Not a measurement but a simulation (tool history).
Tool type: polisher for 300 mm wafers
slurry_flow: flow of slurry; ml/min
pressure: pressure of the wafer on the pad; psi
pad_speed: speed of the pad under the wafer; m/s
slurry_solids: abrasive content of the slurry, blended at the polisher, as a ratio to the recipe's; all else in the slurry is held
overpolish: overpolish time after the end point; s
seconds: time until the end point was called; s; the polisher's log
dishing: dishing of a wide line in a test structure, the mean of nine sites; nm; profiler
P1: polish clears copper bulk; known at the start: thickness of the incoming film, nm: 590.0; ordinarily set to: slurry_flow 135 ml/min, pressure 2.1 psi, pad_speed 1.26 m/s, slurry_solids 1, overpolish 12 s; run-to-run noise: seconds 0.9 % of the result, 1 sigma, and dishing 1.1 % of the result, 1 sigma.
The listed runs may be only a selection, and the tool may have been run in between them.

run 1 hour=2.7 | slurry_flow=135 pressure=2.1 pad_speed=1.26 slurry_solids=1 overpolish=12 | seconds=61.167 dishing=62.436
run 2 hour=6.1 | slurry_flow=135 pressure=2.1 pad_speed=1.26 slurry_solids=1 overpolish=12 | seconds=60.547 dishing=63.998
run 3 hour=10.5 | slurry_flow=135 pressure=2.1 pad_speed=1.26 slurry_solids=1 overpolish=4 | seconds=61.667 dishing=26.484
run 4 hour=14.7 | slurry_flow=135 pressure=2.7 pad_speed=1.26 slurry_solids=1 overpolish=12 | seconds=46.835 dishing=76.872
run 5 hour=18.1 | slurry_flow=135 pressure=2.1 pad_speed=0.76 slurry_solids=1 overpolish=12 | seconds=100.97 dishing=43.735
run 6 hour=22.3 | slurry_flow=135 pressure=2.1 pad_speed=1.26 slurry_solids=1 overpolish=18 | seconds=60.79 dishing=82.095
run 7 hour=26 | slurry_flow=135 pressure=2.1 pad_speed=1.26 slurry_solids=1 overpolish=12 | seconds=60.912 dishing=62.858
run 8 hour=29.3 | slurry_flow=80 pressure=2.1 pad_speed=1.26 slurry_solids=1 overpolish=12 | seconds=68.603 dishing=58.259
run 9 hour=31.5 | slurry_flow=135 pressure=2.1 pad_speed=1.26 slurry_solids=1.45 overpolish=12 | seconds=56.224 dishing=66.48
run 10 hour=35.8 | slurry_flow=210 pressure=2.1 pad_speed=1.26 slurry_solids=1 overpolish=12 | seconds=55.913 dishing=66.669
run 11 hour=40.5 | slurry_flow=135 pressure=2.1 pad_speed=1.26 slurry_solids=1 overpolish=12 | seconds=60.431 dishing=62.659
run 12 hour=43.3 | slurry_flow=135 pressure=2.1 pad_speed=1.26 slurry_solids=0.5 overpolish=12 | seconds=70.242 dishing=58.555
-- hour=45.9 head pressure recalibrated
run 13 hour=46.8 | slurry_flow=135 pressure=2.1 pad_speed=1.94 slurry_solids=1 overpolish=12 | seconds=39.619 dishing=82.549
run 14 hour=51.2 | slurry_flow=135 pressure=2.1 pad_speed=1.26 slurry_solids=1 overpolish=12 | seconds=61.144 dishing=63.795
run 15 hour=54.3 | slurry_flow=80 pressure=2.8 pad_speed=1.26 slurry_solids=1 overpolish=12 | seconds=51.915 dishing=73.486
run 16 hour=58.7 | slurry_flow=135 pressure=1.1 pad_speed=1.26 slurry_solids=1 overpolish=12 | seconds=115.46 dishing=36.772
run 17 hour=63.5 | slurry_flow=135 pressure=2.1 pad_speed=1.26 slurry_solids=1 overpolish=12 | seconds=60.974 dishing=63.756
run 18 hour=67.7 | slurry_flow=135 pressure=2.1 pad_speed=1.26 slurry_solids=1 overpolish=12 | seconds=60.809 dishing=63.115
run 19 hour=70 | slurry_flow=135 pressure=2.1 pad_speed=1.26 slurry_solids=1 overpolish=12 | seconds=62.126 dishing=61.526
run 20 hour=73.7 | slurry_flow=135 pressure=2.1 pad_speed=1.26 slurry_solids=1 overpolish=12 | seconds=64.061 dishing=61.691
run 21 hour=77.1 | slurry_flow=135 pressure=2.1 pad_speed=1.26 slurry_solids=1 overpolish=12 | seconds=65.578 dishing=59.543
-- hour=79.1 worn pad replaced by a new one
run 22 hour=79.7 | slurry_flow=135 pressure=2.1 pad_speed=1.26 slurry_solids=1 overpolish=12 | seconds=64.599 dishing=60.376
-- hour=80.4 head pressure recalibrated
run 23 hour=82.6 | slurry_flow=135 pressure=2.1 pad_speed=1.26 slurry_solids=1 overpolish=12 | seconds=65.828 dishing=61.22
run 24 hour=84.8 | slurry_flow=135 pressure=2.1 pad_speed=1.26 slurry_solids=1 overpolish=12 | seconds=65.937 dishing=60.241
run 25 hour=87.2 | slurry_flow=135 pressure=2.1 pad_speed=1.26 slurry_solids=1 overpolish=12 | seconds=65.846 dishing=60.621
run 26 hour=89.3 | slurry_flow=135 pressure=2.1 pad_speed=1.26 slurry_solids=1 overpolish=12 | seconds=65.324 dishing=59.362

Compared with where it was, what P1 gives has crept away. Each cause listed below fits the log as well as the rest, at the size given for it:
A: abrasive missing from the slurry, % = 30.9
B: slurry flow missing at the pad, % = 29.4
The drift started at roughly hour 67.7.
All other causes, with the reason each is excluded:
removal rate lost through wear of the pad, %: maintenance at hour 79.1, after the shift began, did not return the process to its former output
head's pressure below its setpoint, %: maintenance at hour 80.4, after the shift began, did not return the process to its former output

Below are 4 check runs, each averaged over 3 wafers, with their results shown as question marks. Which of them would give clearly different results depending on which cause is behind the drift?
run check 1 hour=91.4 | slurry_flow=135 pressure=2.6 pad_speed=1.66 slurry_solids=1 overpolish=12 | seconds=? dishing=?
run check 2 hour=91.4 | slurry_flow=80 pressure=2.1 pad_speed=1.84 slurry_solids=1 overpolish=12 | seconds=? dishing=?
run check 3 hour=91.4 | slurry_flow=135 pressure=1.2 pad_speed=1.26 slurry_solids=0.65 overpolish=12 | seconds=? dishing=?
run check 4 hour=91.4 | slurry_flow=135 pressure=2.1 pad_speed=1.26 slurry_solids=1.45 overpolish=12 | seconds=? dishing=?

What every check run would give for each of its results, assuming each possible cause in turn:
check=check_1 result=seconds if_A=40.257 if_B=40.254
check=check_1 result=dishing if_A=84.498 if_B=84.501
check=check_2 result=seconds if_A=51.017 if_B=53.312
check=check_2 result=dishing if_A=70.991 if_B=69.067
check=check_3 result=seconds if_A=125.2 if_B=125.71
check=check_3 result=dishing if_A=35 if_B=34.886
check=check_4 result=seconds if_A=60.746 if_B=60.529
check=check_4 result=dishing if_A=63.44 if_B=63.592
Smallest distance between any two causes, each pair judged by its most separating result, in per cent: check 1 0.01 %; check 2 4.4 %; check 3 0.41 %; check 4 0.36 %
Only in check 2 would the causes give clearly different results; in the remaining checks their results would be nearly the same.

Here is what check 2 returned: seconds 51.119 s; dishing 70.858 nm. Which cause is it?

It was cause A: abrasive missing from the slurry, %.

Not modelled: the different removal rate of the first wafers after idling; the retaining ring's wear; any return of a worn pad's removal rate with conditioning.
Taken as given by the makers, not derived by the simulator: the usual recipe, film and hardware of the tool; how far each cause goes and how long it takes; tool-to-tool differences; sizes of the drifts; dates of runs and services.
